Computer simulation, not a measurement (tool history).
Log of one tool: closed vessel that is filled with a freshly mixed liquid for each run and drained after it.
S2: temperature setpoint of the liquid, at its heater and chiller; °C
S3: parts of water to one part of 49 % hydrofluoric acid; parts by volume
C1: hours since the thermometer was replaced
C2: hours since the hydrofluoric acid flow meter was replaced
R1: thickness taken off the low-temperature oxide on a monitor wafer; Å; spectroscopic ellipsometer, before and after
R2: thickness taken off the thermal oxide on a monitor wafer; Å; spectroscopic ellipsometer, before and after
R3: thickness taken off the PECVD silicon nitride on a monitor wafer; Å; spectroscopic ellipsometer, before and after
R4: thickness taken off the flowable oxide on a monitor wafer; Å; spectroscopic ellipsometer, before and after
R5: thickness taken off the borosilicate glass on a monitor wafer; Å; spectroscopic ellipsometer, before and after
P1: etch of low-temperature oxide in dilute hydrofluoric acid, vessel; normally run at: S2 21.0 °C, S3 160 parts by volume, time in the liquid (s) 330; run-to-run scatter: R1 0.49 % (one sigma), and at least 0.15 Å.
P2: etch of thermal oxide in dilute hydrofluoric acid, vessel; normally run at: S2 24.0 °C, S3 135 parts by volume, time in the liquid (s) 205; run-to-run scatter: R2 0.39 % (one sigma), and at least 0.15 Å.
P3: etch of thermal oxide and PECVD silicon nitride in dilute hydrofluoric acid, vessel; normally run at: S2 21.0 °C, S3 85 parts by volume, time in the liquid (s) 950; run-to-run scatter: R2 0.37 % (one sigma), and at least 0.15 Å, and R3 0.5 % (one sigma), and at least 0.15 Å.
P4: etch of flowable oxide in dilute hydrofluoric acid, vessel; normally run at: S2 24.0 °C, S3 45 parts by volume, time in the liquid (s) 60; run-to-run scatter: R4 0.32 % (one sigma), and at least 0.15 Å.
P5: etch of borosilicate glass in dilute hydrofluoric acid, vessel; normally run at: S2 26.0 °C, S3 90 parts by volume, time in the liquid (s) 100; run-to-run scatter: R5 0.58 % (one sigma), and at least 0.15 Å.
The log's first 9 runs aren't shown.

{"run": 10, "hour": 47.7, "process that ran": "P1", "S2": 21.0, "S3": 265, "time in the liquid (s)": 330, "C1": 298.4, "C2": 987.5, "R1": 207.09}
{"run": 11, "hour": 50.8, "process that ran": "P4", "S2": 32.5, "S3": 45, "time in the liquid (s)": 60, "C1": 301.5, "C2": 990.6, "R4": 1051.9}
{"run": 12, "hour": 56.4, "process that ran": "P5", "S2": 26.0, "S3": 90, "time in the liquid (s)": 100, "C1": 307.1, "C2": 996.2, "R5": 356.86}
{"run": 13, "hour": 60.9, "process that ran": "P2", "S2": 24.0, "S3": 135, "time in the liquid (s)": 30, "C1": 311.6, "C2": 1000.7, "R2": 9.9413}
{"run": 14, "hour": 66.3, "process that ran": "P2", "S2": 24.0, "S3": 135, "time in the liquid (s)": 205, "C1": 317.0, "C2": 1006.1, "R2": 68.738}
{"run": 15, "hour": 70.4, "process that ran": "P1", "S2": 21.0, "S3": 215, "time in the liquid (s)": 470, "C1": 321.1, "C2": 1010.2, "R1": 381.02}
{"run": 16, "hour": 73.9, "process that ran": "P5", "S2": 26.0, "S3": 165, "time in the liquid (s)": 100, "C1": 324.6, "C2": 1013.7, "R5": 174.25}
{"run": 17, "hour": 79.1, "process that ran": "P5", "S2": 33.0, "S3": 90, "time in the liquid (s)": 100, "C1": 329.8, "C2": 1018.9, "R5": 459.71}
{"run": 18, "hour": 82.8, "process that ran": "P1", "S2": 21.0, "S3": 160, "time in the liquid (s)": 655, "C1": 333.5, "C2": 1022.6, "R1": 763.35}
{"run": 19, "hour": 85.7, "process that ran": "P1", "S2": 17.0, "S3": 160, "time in the liquid (s)": 330, "C1": 336.4, "C2": 1025.5, "R1": 322.94}
{"run": 20, "hour": 88.9, "process that ran": "P5", "S2": 26.0, "S3": 90, "time in the liquid (s)": 195, "C1": 339.6, "C2": 1028.7, "R5": 691.49}
{"run": 21, "hour": 91.6, "process that ran": "P3", "S2": 21.0, "S3": 85, "time in the liquid (s)": 1680, "C1": 342.3, "C2": 1031.4, "R2": 806.84, "R3": 282.38}
{"run": 22, "hour": 94.7, "process that ran": "P1", "S2": 21.0, "S3": 160, "time in the liquid (s)": 330, "C1": 345.4, "C2": 1034.5, "R1": 381.57}
{"run": 23, "hour": 98.3, "process that ran": "P4", "S2": 24.0, "S3": 75, "time in the liquid (s)": 60, "C1": 349.0, "C2": 1038.1, "R4": 433.49}
{"run": 24, "hour": 101.3, "process that ran": "P1", "S2": 21.0, "S3": 160, "time in the liquid (s)": 330, "C1": 352.0, "C2": 1041.1, "R1": 381.21}
{"run": 25, "hour": 107.4, "process that ran": "P2", "S2": 30.5, "S3": 135, "time in the liquid (s)": 205, "C1": 358.1, "C2": 1047.2, "R2": 87.277}
{"run": 26, "hour": 113.4, "process that ran": "P1", "S2": 21.0, "S3": 160, "time in the liquid (s)": 75, "C1": 364.1, "C2": 1053.2, "R1": 86.809}
{"run": 27, "hour": 119.1, "process that ran": "P3", "S2": 21.0, "S3": 85, "time in the liquid (s)": 950, "C1": 369.8, "C2": 1058.9, "R2": 456.79, "R3": 159.36}
{"run": 28, "hour": 122.8, "process that ran": "P3", "S2": 21.0, "S3": 150, "time in the liquid (s)": 950, "C1": 373.5, "C2": 1062.6, "R2": 240.22, "R3": 91.637}
{"run": 29, "hour": 128.4, "process that ran": "P1", "S2": 21.0, "S3": 160, "time in the liquid (s)": 330, "C1": 379.1, "C2": 1068.2, "R1": 380.33}
{"run": 30, "hour": 133.7, "process that ran": "P1", "S2": 21.0, "S3": 160, "time in the liquid (s)": 330, "C1": 384.4, "C2": 1073.5, "R1": 380.5}
{"run": 31, "hour": 136.9, "process that ran": "P4", "S2": 24.0, "S3": 45, "time in the liquid (s)": 60, "C1": 387.6, "C2": 1076.7, "R4": 748.19}
{"run": 32, "hour": 142.7, "process that ran": "P4", "S2": 24.0, "S3": 45, "time in the liquid (s)": 100, "C1": 393.4, "C2": 1082.5, "R4": 1247.3}
{"run": 33, "hour": 147.0, "process that ran": "P2", "S2": 24.0, "S3": 135, "time in the liquid (s)": 205, "C1": 397.7, "C2": 1086.8, "R2": 68.232}

The next listed run, before its measurement:
{"run": 34, "hour": 151.9, "process that ran": "P1", "S2": 21.0, "S3": 160, "time in the liquid (s)": 330, "C1": 402.6, "C2": 1091.7, "R1": "?"}

R1: 376.010 Å
